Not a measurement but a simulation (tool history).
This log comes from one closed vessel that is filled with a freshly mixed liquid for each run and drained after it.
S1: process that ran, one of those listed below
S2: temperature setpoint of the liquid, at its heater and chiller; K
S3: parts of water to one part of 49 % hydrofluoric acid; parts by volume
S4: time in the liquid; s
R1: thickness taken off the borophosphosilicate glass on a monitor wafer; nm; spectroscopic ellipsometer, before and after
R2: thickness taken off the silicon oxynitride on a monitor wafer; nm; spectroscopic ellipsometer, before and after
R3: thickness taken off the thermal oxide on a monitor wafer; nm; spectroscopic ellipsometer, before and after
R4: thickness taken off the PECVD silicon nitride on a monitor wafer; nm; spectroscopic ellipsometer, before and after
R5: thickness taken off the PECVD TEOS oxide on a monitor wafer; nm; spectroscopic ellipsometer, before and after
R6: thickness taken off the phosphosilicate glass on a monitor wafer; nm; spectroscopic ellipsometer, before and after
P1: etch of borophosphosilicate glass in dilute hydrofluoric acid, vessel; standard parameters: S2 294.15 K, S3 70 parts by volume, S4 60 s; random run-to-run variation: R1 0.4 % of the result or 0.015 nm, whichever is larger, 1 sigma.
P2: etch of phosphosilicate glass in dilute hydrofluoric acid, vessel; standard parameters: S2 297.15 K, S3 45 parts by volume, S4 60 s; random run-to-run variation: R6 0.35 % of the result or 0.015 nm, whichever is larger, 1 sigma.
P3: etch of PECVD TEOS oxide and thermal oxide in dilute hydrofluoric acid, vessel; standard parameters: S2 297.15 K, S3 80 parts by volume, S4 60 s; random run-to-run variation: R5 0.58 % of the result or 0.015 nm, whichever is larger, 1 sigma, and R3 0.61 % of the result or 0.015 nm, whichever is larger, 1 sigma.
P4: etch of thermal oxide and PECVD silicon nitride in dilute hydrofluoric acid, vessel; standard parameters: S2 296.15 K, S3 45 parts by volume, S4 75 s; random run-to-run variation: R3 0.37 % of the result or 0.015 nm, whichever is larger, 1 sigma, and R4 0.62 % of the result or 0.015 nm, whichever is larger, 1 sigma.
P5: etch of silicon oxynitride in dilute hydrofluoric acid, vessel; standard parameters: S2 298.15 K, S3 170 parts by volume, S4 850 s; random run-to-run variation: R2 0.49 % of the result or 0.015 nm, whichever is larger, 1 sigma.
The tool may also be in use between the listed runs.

run   hour  S1      S2   S3   S4       R1       R2       R3      R4      R5      R6
  1   13.1  P1  294.15   70   60   58.333
  2   24.7  P5  298.15   75  850           29.3260
  3   33.3  P1  294.15   20   30  108.430
  4   43.5  P4  296.15   45  145                    15.6650  6.5507
  5   52.6  P3  297.15  110   60                     2.5691          13.638
  6   59.4  P1  290.15   70   95   77.204
  7   71.5  P1  290.15   70   60   49.096
  8   81.8  P1  298.65   70   60   70.008
  9   92.2  P4  296.15   70   75                     5.0582  2.2058
 10  103.8  P2  297.15   45   35                                             172.59
 11  118.3  P3  297.15   80   60                     3.6525          19.299
 12  127.7  P1  294.15  115   60   33.408
 13  137.0  P1  294.15   70   60   58.019
 14  144.9  P3  297.15   80   60                     3.6259          19.569
 15  154.1  P4  296.15   45   75                     8.1469  3.3547
 16  161.4  P5  298.15  170  245            3.4480
 17  170.3  P4  301.65   45   75                    10.1470  4.8187
 18  182.1  P2  303.65   45   60                                             384.34
 19  192.9  P1  294.15   70   95   91.975
 20  200.8  P4  296.15   45   75                     8.1385  3.3664
 21  211.2  P1  294.15   70   60   58.020
 22  218.8  P1  294.15   70   30   29.066
 23  225.9  P1  294.15   70   60   58.218
 24  238.9  P1  294.15   70   60   58.066
 25  245.7  P1  294.15   30   60  142.860
 26  260.1  P3  297.15   80   95                     5.7771          30.830
 27  268.8  P3  293.65   80   60                     3.1563          16.925
 28  281.3  P1  294.15  115   30   16.751
 29  294.4  P5  291.15  170  850            8.7317
 30  305.4  P5  298.15  170  850           12.0070
 31  317.4  P2  297.15   25   60                                             549.69
 32  325.0  P2  297.15   45   60                                             294.55
 33  339.1  P1  294.15   70   60   57.548
 34  346.0  P1  294.15   70   60   58.075
 35  354.4  P1  294.15   70   60   60.639
 36  365.3  P1  294.15   70   60   62.355
 37  375.9  P1  294.15   70   60   63.654
 38  387.6  P1  294.15   70   60   64.219
 39  395.1  P1  294.15   70   60   63.382
 40  405.1  P1  294.15   70   60   63.966
 41  414.7  P1  294.15   70   60   64.045

Compared with where it was, what P1 gives has crept away. Each cause listed below fits the log as well as the rest, at the size given for it:
A: liquid hotter than its thermometer reads (K) = 2.45
B: hydrofluoric acid flow above the setpoint (%) = 9.76
The onset of the drift is placed at about hour 346.0.

Listed below are the offered check runs, one wafer per run, with question marks in place of results. For which of them would the causes give clearly different outcomes?
check 1  424.3  P3  297.15   80   60           ?       ?
check 2  424.3  P5  298.15  170  850       ?
check 3  424.3  P4  296.15   45   75           ?   ?
check 4  424.3  P2  297.15   45   60                       ?

Outcome of each check run for each possible cause:
  check  result     if A     if B
check 1      R3   4.0029   4.0216
check 1      R5   21.468   21.568
check 2      R2  13.3370  13.2930
check 3      R3   8.9752   8.9506
check 3      R4   3.9866   3.6998
check 4      R6   326.88   326.28
Smallest distance between any two causes, each pair judged by its most separating result, in per cent: check 1 0.47 %; check 2 0.33 %; check 3 7.47 %; check 4 0.18 %
Check 3 tells the causes apart: in the others they would give nearly the same result.

Then check 3 was run and gave: R3 8.8981 nm; R4 3.7109 nm. Which cause is it?

It is B: hydrofluoric acid flow above the setpoint (%).

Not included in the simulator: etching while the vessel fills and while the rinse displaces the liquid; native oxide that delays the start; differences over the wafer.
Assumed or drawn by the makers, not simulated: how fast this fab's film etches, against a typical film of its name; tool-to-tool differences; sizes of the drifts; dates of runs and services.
